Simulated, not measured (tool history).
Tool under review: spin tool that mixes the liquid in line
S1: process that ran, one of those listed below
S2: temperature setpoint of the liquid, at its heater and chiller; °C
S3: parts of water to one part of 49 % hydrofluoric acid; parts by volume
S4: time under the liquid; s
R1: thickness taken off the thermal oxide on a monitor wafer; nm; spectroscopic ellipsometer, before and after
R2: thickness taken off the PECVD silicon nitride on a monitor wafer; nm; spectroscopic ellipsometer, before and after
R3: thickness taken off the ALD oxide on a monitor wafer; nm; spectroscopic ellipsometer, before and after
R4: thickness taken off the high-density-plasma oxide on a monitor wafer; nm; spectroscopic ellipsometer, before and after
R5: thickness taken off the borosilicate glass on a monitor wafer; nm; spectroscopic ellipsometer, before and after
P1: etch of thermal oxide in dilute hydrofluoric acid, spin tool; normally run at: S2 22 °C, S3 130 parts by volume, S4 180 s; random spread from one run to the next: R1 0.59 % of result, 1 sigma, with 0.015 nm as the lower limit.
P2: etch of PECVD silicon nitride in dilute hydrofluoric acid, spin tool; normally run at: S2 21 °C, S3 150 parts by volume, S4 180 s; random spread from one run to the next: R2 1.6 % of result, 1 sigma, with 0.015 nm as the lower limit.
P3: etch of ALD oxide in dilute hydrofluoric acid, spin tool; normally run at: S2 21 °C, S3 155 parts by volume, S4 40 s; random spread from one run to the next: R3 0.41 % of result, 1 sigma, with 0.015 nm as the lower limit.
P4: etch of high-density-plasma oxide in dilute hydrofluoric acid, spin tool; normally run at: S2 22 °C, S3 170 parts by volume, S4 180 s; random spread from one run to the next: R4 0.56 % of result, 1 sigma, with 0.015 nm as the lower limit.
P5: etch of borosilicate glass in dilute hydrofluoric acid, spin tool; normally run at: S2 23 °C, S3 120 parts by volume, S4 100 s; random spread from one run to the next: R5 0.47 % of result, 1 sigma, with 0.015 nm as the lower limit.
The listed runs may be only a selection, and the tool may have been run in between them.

run 1 day=0.225 | S1=P1 S2=22 S3=130 S4=180 | R1=5.7318
run 2 day=0.654 | S1=P2 S2=21 S3=150 S4=180 | R2=1.7223
run 3 day=0.954 | S1=P3 S2=21 S3=155 S4=65 | R3=7.7296
run 4 day=1.362 | S1=P1 S2=22 S3=130 S4=80 | R1=2.5094
run 5 day=1.738 | S1=P4 S2=22 S3=170 S4=315 | R4=17.4250
run 6 day=1.988 | S1=P3 S2=21 S3=155 S4=40 | R3=4.7653
run 7 day=2.312 | S1=P5 S2=23 S3=60 S4=100 | R5=55.601
run 8 day=2.729 | S1=P1 S2=17 S3=75 S4=180 | R1=8.5849
run 9 day=3.000 | S1=P2 S2=21 S3=150 S4=20 | R2=0.1537
run 10 day=3.254 | S1=P2 S2=21 S3=80 S4=180 | R2=3.2036
run 11 day=3.525 | S1=P3 S2=21 S3=240 S4=40 | R3=2.8674
run 12 day=3.983 | S1=P2 S2=17 S3=150 S4=180 | R2=1.3298
run 13 day=4.333 | S1=P4 S2=17 S3=170 S4=180 | R4=8.2445
-- day=4.500 hydrofluoric acid flow meter replaced
run 14 day=4.688 | S1=P1 S2=22 S3=130 S4=180 | R1=5.7086
run 15 day=4.958 | S1=P1 S2=28 S3=130 S4=180 | R1=7.1930
run 16 day=5.412 | S1=P1 S2=18 S3=130 S4=180 | R1=4.8472
run 17 day=5.804 | S1=P4 S2=22 S3=170 S4=180 | R4=10.0130
run 18 day=6.154 | S1=P1 S2=22 S3=215 S4=180 | R1=3.1591
run 19 day=6.425 | S1=P5 S2=19 S3=120 S4=100 | R5=21.891
run 20 day=6.775 | S1=P1 S2=22 S3=130 S4=305 | R1=9.7063
run 21 day=7.075 | S1=P2 S2=21 S3=150 S4=180 | R2=1.7135
run 22 day=7.338 | S1=P5 S2=23 S3=120 S4=100 | R5=25.726
run 23 day=7.550 | S1=P3 S2=25 S3=155 S4=40 | R3=5.5772
run 24 day=7.879 | S1=P1 S2=22 S3=130 S4=180 | R1=5.7334
run 25 day=8.225 | S1=P4 S2=22 S3=70 S4=180 | R4=27.1670
run 26 day=8.450 | S1=P1 S2=22 S3=55 S4=180 | R1=14.8890
run 27 day=8.733 | S1=P1 S2=22 S3=130 S4=180 | R1=5.7991
run 28 day=9.133 | S1=P4 S2=22 S3=170 S4=180 | R4=9.8666
run 29 day=9.362 | S1=P1 S2=22 S3=130 S4=180 | R1=5.6774
run 30 day=9.683 | S1=P1 S2=22 S3=130 S4=180 | R1=5.7422
run 31 day=10.000 | S1=P5 S2=23 S3=120 S4=150 | R5=38.725
run 32 day=10.338 | S1=P1 S2=22 S3=130 S4=180 | R1=5.6932
run 33 day=10.612 | S1=P1 S2=22 S3=130 S4=180 | R1=5.5908
run 34 day=11.008 | S1=P1 S2=22 S3=130 S4=180 | R1=5.4499
run 35 day=11.321 | S1=P1 S2=22 S3=130 S4=180 | R1=5.3763
run 36 day=11.633 | S1=P1 S2=22 S3=130 S4=180 | R1=5.3077
run 37 day=12.079 | S1=P1 S2=22 S3=130 S4=180 | R1=5.3342
run 38 day=12.358 | S1=P1 S2=22 S3=130 S4=180 | R1=5.2342
run 39 day=12.683 | S1=P1 S2=22 S3=130 S4=180 | R1=5.2055
run 40 day=12.992 | S1=P1 S2=22 S3=130 S4=180 | R1=5.1982
run 41 day=13.371 | S1=P1 S2=22 S3=130 S4=180 | R1=5.2599

The output of P1 has drifted from where it used to be. Each of the 2 causes below, taken at the size shown beside it, accounts for the log equally well:
A: hydrofluoric acid flow below the setpoint (%) = 7.42
B: liquid colder than its thermometer reads (K) = 2.23
The onset of the drift is placed at about day 10.338.

Each of the check runs listed below is run on 5 wafers and reports their average, with the results left as question marks. Pick the one under which the possible causes would lead to clearly different results.
run check 1 day=13.750 | S1=P2 S2=21 S3=150 S4=180 | R2=?
run check 2 day=13.750 | S1=P4 S2=22 S3=170 S4=180 | R4=?
run check 3 day=13.750 | S1=P5 S2=23 S3=120 S4=100 | R5=?
run check 4 day=13.750 | S1=P3 S2=21 S3=155 S4=40 | R3=?

If the cause were each of the candidates in turn, the checks would give the following:
check=check_1 result=R2 if_A=1.5851 if_B=1.4724
check=check_2 result=R4 if_A=9.0670 if_B=9.1086
check=check_3 result=R5 if_A=23.660 if_B=23.646
check=check_4 result=R3 if_A=4.3744 if_B=4.3812
Separation of the two closest causes in each check, using whichever result separates them best: check 1 7.38 %; check 2 0.46 %; check 3 0.06 %; check 4 0.16 %
Only check 1 tells the causes apart: in the others they would give nearly the same result.

The results of check 1 are: R2 1.5648 nm. Based on these, which of the listed causes is it?

Of the candidate causes, it is A: hydrofluoric acid flow below the setpoint (%).

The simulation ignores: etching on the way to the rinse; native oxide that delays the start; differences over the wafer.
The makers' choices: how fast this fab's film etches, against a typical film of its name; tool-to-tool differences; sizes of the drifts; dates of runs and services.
